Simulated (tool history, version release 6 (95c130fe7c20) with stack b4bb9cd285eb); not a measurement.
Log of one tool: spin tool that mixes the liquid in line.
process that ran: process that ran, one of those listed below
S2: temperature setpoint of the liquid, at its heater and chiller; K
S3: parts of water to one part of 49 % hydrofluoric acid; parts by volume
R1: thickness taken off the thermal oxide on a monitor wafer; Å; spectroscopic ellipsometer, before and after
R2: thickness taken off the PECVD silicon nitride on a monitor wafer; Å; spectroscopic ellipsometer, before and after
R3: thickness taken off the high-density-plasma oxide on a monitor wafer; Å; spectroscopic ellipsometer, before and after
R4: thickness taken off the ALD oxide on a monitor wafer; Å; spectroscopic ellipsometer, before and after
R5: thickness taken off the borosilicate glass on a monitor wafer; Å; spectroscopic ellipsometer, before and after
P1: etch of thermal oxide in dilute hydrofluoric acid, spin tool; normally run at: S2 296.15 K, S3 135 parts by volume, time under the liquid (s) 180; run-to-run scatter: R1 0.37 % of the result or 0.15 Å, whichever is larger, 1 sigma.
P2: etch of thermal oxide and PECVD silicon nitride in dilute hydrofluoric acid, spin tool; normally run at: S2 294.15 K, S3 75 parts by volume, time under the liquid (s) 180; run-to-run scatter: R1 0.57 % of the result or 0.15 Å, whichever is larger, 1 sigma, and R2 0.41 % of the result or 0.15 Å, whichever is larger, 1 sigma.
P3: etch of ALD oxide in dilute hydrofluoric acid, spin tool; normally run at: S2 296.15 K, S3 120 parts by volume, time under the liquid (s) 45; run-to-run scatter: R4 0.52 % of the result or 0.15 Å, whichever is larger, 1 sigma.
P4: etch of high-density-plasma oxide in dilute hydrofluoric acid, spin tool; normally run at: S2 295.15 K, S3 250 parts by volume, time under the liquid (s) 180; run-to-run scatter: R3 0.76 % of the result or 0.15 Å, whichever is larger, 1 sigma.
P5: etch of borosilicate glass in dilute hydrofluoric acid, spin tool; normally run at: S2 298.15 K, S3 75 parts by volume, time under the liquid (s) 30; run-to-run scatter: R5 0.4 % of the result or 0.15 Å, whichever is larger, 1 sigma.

run 1 day=0.267 | process_that_ran=P1 S2=296.15 S3=135 time_under_the_liquid_(s)=180 | R1=59.103
run 2 day=0.708 | process_that_ran=P1 S2=301.65 S3=135 time_under_the_liquid_(s)=180 | R1=73.411
run 3 day=1.008 | process_that_ran=P2 S2=294.15 S3=115 time_under_the_liquid_(s)=180 | R1=63.034 R2=73.841
run 4 day=1.254 | process_that_ran=P4 S2=295.15 S3=435 time_under_the_liquid_(s)=180 | R3=13.489
run 5 day=1.704 | process_that_ran=P3 S2=301.65 S3=120 time_under_the_liquid_(s)=45 | R4=69.756
run 6 day=1.933 | process_that_ran=P1 S2=296.15 S3=135 time_under_the_liquid_(s)=180 | R1=59.528
run 7 day=2.383 | process_that_ran=P1 S2=296.15 S3=135 time_under_the_liquid_(s)=80 | R1=26.724
run 8 day=2.654 | process_that_ran=P5 S2=304.15 S3=75 time_under_the_liquid_(s)=30 | R5=160.87
run 9 day=2.854 | process_that_ran=P1 S2=290.15 S3=135 time_under_the_liquid_(s)=180 | R1=46.762
run 10 day=3.238 | process_that_ran=P2 S2=294.15 S3=75 time_under_the_liquid_(s)=15 | R1=8.2089 R2=9.6801
-- day=3.308 thermometer replaced
run 11 day=3.579 | process_that_ran=P4 S2=295.15 S3=250 time_under_the_liquid_(s)=180 | R3=27.856
run 12 day=3.821 | process_that_ran=P2 S2=290.15 S3=75 time_under_the_liquid_(s)=180 | R1=85.273 R2=85.156
run 13 day=4.204 | process_that_ran=P1 S2=291.65 S3=210 time_under_the_liquid_(s)=180 | R1=29.795
run 14 day=4.542 | process_that_ran=P3 S2=296.15 S3=120 time_under_the_liquid_(s)=45 | R4=56.414
run 15 day=4.742 | process_that_ran=P5 S2=298.15 S3=75 time_under_the_liquid_(s)=15 | R5=63.94
run 16 day=4.979 | process_that_ran=P1 S2=296.15 S3=135 time_under_the_liquid_(s)=180 | R1=59.804
run 17 day=5.208 | process_that_ran=P1 S2=296.15 S3=250 time_under_the_liquid_(s)=180 | R1=28.146
run 18 day=5.567 | process_that_ran=P2 S2=294.15 S3=75 time_under_the_liquid_(s)=180 | R1=102.6 R2=112.24
run 19 day=5.842 | process_that_ran=P5 S2=298.15 S3=75 time_under_the_liquid_(s)=30 | R5=127.49
run 20 day=6.138 | process_that_ran=P4 S2=295.15 S3=250 time_under_the_liquid_(s)=90 | R3=14.023
run 21 day=6.417 | process_that_ran=P1 S2=292.65 S3=205 time_under_the_liquid_(s)=180 | R1=31.82
run 22 day=6.8 | process_that_ran=P3 S2=296.15 S3=190 time_under_the_liquid_(s)=45 | R4=32.631
run 23 day=7.162 | process_that_ran=P3 S2=296.15 S3=120 time_under_the_liquid_(s)=15 | R4=18.824
run 24 day=7.554 | process_that_ran=P5 S2=298.15 S3=25 time_under_the_liquid_(s)=30 | R5=406.67

Forecast run 25:
run 25 day=7.779 | process_that_ran=P4 S2=299.65 S3=250 time_under_the_liquid_(s)=180 | R3=?

Run 25 gave R3 32.951 Å.

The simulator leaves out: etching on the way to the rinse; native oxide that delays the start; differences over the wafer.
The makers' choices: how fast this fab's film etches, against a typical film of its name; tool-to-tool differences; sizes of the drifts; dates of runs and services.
